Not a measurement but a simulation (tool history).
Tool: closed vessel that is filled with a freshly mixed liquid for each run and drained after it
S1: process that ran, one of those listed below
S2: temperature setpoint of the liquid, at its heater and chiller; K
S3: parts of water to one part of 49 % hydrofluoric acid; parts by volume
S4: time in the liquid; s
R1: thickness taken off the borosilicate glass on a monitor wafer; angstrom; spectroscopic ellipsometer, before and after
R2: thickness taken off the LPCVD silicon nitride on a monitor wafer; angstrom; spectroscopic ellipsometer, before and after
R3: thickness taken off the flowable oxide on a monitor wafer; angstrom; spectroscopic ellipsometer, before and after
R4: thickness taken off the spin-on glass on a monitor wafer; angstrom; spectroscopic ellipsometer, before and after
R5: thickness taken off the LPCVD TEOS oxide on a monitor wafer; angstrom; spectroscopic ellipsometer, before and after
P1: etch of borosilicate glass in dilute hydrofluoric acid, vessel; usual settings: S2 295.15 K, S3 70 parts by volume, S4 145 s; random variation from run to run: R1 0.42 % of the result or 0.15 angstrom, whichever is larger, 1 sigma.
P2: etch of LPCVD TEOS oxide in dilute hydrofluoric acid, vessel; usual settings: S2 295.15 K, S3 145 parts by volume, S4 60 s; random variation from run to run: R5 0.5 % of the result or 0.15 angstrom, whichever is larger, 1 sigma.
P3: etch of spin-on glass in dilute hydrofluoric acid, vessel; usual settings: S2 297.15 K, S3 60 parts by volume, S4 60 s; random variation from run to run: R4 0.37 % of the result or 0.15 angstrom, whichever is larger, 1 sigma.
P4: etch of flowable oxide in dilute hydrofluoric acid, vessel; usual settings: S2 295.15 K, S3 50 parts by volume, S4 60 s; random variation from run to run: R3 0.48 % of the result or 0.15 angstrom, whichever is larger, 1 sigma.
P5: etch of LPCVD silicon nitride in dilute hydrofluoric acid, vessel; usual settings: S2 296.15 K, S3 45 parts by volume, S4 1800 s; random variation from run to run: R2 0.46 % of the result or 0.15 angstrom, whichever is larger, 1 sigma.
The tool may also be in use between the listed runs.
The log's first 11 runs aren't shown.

run 12 hour=60.3 | S1=P3 S2=297.15 S3=25 S4=60 | R4=1173.50
run 13 hour=66.3 | S1=P2 S2=300.15 S3=145 S4=60 | R5=206.520
-- hour=66.8 hydrofluoric acid flow meter replaced
run 14 hour=71.8 | S1=P1 S2=295.15 S3=70 S4=145 | R1=393.570
run 15 hour=78.2 | S1=P1 S2=295.15 S3=70 S4=30 | R1=81.256
run 16 hour=81.8 | S1=P5 S2=296.15 S3=60 S4=1800 | R2=133.11
run 17 hour=88.9 | S1=P2 S2=295.15 S3=145 S4=60 | R5=171.440
run 18 hour=94.2 | S1=P1 S2=295.15 S3=25 S4=145 | R1=1172.000
run 19 hour=99.8 | S1=P4 S2=295.15 S3=50 S4=90 | R3=882.76
run 20 hour=107.4 | S1=P1 S2=295.15 S3=70 S4=145 | R1=393.860
run 21 hour=111.9 | S1=P2 S2=295.15 S3=145 S4=60 | R5=170.990
run 22 hour=115.8 | S1=P3 S2=297.15 S3=60 S4=60 | R4=467.41
run 23 hour=123.7 | S1=P4 S2=295.15 S3=20 S4=60 | R3=1515.20
run 24 hour=129.4 | S1=P3 S2=291.65 S3=60 S4=60 | R4=370.24
run 25 hour=133.9 | S1=P4 S2=295.15 S3=50 S4=60 | R3=583.52
run 26 hour=137.4 | S1=P1 S2=295.15 S3=70 S4=145 | R1=394.280
run 27 hour=142.5 | S1=P5 S2=296.15 S3=45 S4=3355 | R2=329.91
run 28 hour=147.6 | S1=P1 S2=290.15 S3=95 S4=145 | R1=228.210
run 29 hour=153.5 | S1=P3 S2=297.15 S3=60 S4=60 | R4=465.58
run 30 hour=157.7 | S1=P5 S2=296.15 S3=45 S4=1800 | R2=176.91
run 31 hour=165.0 | S1=P1 S2=300.15 S3=70 S4=145 | R1=478.890
run 32 hour=172.4 | S1=P1 S2=295.15 S3=70 S4=145 | R1=388.540

Forecast run 33:
run 33 hour=176.9 | S1=P1 S2=295.15 S3=70 S4=145 | R1=?

R1: 378.820 angstrom

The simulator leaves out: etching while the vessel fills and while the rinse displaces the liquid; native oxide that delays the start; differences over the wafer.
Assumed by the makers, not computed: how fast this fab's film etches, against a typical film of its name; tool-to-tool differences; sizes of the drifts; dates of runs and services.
